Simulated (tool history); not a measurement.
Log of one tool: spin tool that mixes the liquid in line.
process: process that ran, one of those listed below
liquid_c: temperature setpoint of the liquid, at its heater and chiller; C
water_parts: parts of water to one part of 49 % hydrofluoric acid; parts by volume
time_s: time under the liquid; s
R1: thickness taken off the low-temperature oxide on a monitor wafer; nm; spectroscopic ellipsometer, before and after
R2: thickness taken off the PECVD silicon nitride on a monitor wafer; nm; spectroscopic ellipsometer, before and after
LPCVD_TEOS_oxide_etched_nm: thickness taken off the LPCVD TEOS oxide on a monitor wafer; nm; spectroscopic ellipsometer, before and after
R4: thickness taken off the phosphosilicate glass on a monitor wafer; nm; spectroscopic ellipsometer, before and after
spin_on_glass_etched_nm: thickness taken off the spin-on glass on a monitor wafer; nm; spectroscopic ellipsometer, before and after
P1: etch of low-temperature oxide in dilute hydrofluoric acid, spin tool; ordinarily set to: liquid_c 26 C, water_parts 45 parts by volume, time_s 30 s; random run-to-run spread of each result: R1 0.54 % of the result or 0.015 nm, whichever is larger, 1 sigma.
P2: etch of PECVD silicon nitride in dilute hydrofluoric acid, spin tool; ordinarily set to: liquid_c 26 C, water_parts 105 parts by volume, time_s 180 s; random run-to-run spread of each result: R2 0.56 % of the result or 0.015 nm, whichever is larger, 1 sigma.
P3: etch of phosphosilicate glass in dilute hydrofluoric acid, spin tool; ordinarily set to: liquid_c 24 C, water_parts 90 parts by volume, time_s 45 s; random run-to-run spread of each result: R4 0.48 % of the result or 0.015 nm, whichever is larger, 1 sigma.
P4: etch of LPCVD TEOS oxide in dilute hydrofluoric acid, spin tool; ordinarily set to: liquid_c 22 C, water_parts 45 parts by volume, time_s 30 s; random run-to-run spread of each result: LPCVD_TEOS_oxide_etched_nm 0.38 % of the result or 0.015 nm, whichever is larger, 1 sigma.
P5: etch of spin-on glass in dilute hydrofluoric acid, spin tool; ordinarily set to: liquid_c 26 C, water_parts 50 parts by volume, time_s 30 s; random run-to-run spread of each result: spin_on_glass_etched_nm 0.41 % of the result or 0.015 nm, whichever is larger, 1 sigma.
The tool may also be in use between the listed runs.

run 1 day=0.1 | process=P1 liquid_c=26 water_parts=45 time_s=30 | R1=15.05
run 2 day=0.283 | process=P1 liquid_c=26 water_parts=45 time_s=60 | R1=30.365
run 3 day=0.412 | process=P2 liquid_c=26 water_parts=105 time_s=180 | R2=3.5804
run 4 day=0.588 | process=P1 liquid_c=26 water_parts=45 time_s=30 | R1=15.053
run 5 day=0.708 | process=P4 liquid_c=17 water_parts=45 time_s=30 | LPCVD_TEOS_oxide_etched_nm=10.114
run 6 day=0.8 | process=P2 liquid_c=34 water_parts=105 time_s=180 | R2=5.8718
run 7 day=0.9 | process=P3 liquid_c=17 water_parts=90 time_s=45 | R4=22.887
run 8 day=1.067 | process=P2 liquid_c=26 water_parts=105 time_s=30 | R2=0.58802
run 9 day=1.175 | process=P1 liquid_c=20 water_parts=45 time_s=15 | R1=5.8508
run 10 day=1.279 | process=P4 liquid_c=22 water_parts=75 time_s=30 | LPCVD_TEOS_oxide_etched_nm=7.2174
run 11 day=1.475 | process=P1 liquid_c=19.5 water_parts=45 time_s=55 | R1=20.922
run 12 day=1.604 | process=P1 liquid_c=26 water_parts=45 time_s=30 | R1=15.15
run 13 day=1.717 | process=P5 liquid_c=32.5 water_parts=50 time_s=30 | spin_on_glass_etched_nm=59.101
run 14 day=1.821 | process=P3 liquid_c=24 water_parts=90 time_s=45 | R4=30.378
run 15 day=1.925 | process=P4 liquid_c=22 water_parts=45 time_s=30 | LPCVD_TEOS_oxide_etched_nm=12.502
run 16 day=2.021 | process=P1 liquid_c=26 water_parts=45 time_s=30 | R1=15.172
run 17 day=2.192 | process=P5 liquid_c=26 water_parts=50 time_s=30 | spin_on_glass_etched_nm=45.483
run 18 day=2.333 | process=P4 liquid_c=22 water_parts=45 time_s=45 | LPCVD_TEOS_oxide_etched_nm=18.616
run 19 day=2.438 | process=P1 liquid_c=19.5 water_parts=45 time_s=30 | R1=11.637
run 20 day=2.567 | process=P3 liquid_c=24 water_parts=90 time_s=45 | R4=30.3
run 21 day=2.733 | process=P5 liquid_c=26 water_parts=30 time_s=30 | spin_on_glass_etched_nm=78.47
run 22 day=2.821 | process=P1 liquid_c=26 water_parts=45 time_s=30 | R1=15.017
run 23 day=2.996 | process=P1 liquid_c=26 water_parts=45 time_s=15 | R1=7.5695
run 24 day=3.146 | process=P5 liquid_c=26 water_parts=50 time_s=30 | spin_on_glass_etched_nm=45.534
run 25 day=3.275 | process=P1 liquid_c=33 water_parts=45 time_s=30 | R1=19.814
run 26 day=3.471 | process=P4 liquid_c=22 water_parts=45 time_s=30 | LPCVD_TEOS_oxide_etched_nm=12.527
run 27 day=3.662 | process=P5 liquid_c=26 water_parts=50 time_s=15 | spin_on_glass_etched_nm=22.933
run 28 day=3.771 | process=P1 liquid_c=26 water_parts=75 time_s=30 | R1=8.7344
run 29 day=3.912 | process=P1 liquid_c=26 water_parts=25 time_s=30 | R1=27.747
run 30 day=4.117 | process=P2 liquid_c=26 water_parts=55 time_s=180 | R2=6.7439
run 31 day=4.283 | process=P3 liquid_c=24 water_parts=35 time_s=45 | R4=84.142
run 32 day=4.45 | process=P3 liquid_c=24 water_parts=90 time_s=70 | R4=47.521
run 33 day=4.596 | process=P2 liquid_c=26 water_parts=105 time_s=180 | R2=3.5536
run 34 day=4.733 | process=P1 liquid_c=26 water_parts=45 time_s=30 | R1=15.104
run 35 day=4.933 | process=P1 liquid_c=26 water_parts=45 time_s=30 | R1=14.428
run 36 day=5.096 | process=P1 liquid_c=26 water_parts=45 time_s=30 | R1=14.113
run 37 day=5.242 | process=P1 liquid_c=26 water_parts=45 time_s=30 | R1=13.996
run 38 day=5.438 | process=P1 liquid_c=26 water_parts=45 time_s=30 | R1=13.912
run 39 day=5.554 | process=P1 liquid_c=26 water_parts=45 time_s=30 | R1=13.941
run 40 day=5.725 | process=P1 liquid_c=26 water_parts=45 time_s=30 | R1=13.896
run 41 day=5.825 | process=P1 liquid_c=26 water_parts=45 time_s=30 | R1=13.759

P1 has crept away from where it was. The log is fitted equally well by each of these 2 causes, at the sizes shown:
A: hydrofluoric acid flow below the setpoint (%) = 8.04
B: liquid colder than its thermometer reads (K) = 2.18
Onset of the creep was near day 4.733.

Each of the 4 check runs below uses one wafer; its results are left as question marks. Which run tells the causes apart?
run check 1 day=5.925 | process=P4 liquid_c=22 water_parts=45 time_s=30 | LPCVD_TEOS_oxide_etched_nm=?
run check 2 day=5.925 | process=P3 liquid_c=24 water_parts=90 time_s=45 | R4=?
run check 3 day=5.925 | process=P5 liquid_c=26 water_parts=50 time_s=30 | spin_on_glass_etched_nm=?
run check 4 day=5.925 | process=P2 liquid_c=26 water_parts=105 time_s=180 | R2=?

How each check would come out, cause by cause:
check=check_1 result=LPCVD_TEOS_oxide_etched_nm if_A=11.409 if_B=11.368
check=check_2 result=R4 if_A=27.662 if_B=27.821
check=check_3 result=spin_on_glass_etched_nm if_A=41.63 if_B=41.663
check=check_4 result=R2 if_A=3.2953 if_B=3.1067
Minimum pairwise separation of causes per check, each pair taken at its best-separating result: check 1 0.36 %; check 2 0.57 %; check 3 0.08 %; check 4 5.9 %
The other checks would show nearly matching results whichever cause is true, so check 4 is the only one that separates the causes.

After running check 4, the following was obtained: R2 3.1472 nm. Which cause does this point to?

Of the candidate causes, it is B: liquid colder than its thermometer reads (K).

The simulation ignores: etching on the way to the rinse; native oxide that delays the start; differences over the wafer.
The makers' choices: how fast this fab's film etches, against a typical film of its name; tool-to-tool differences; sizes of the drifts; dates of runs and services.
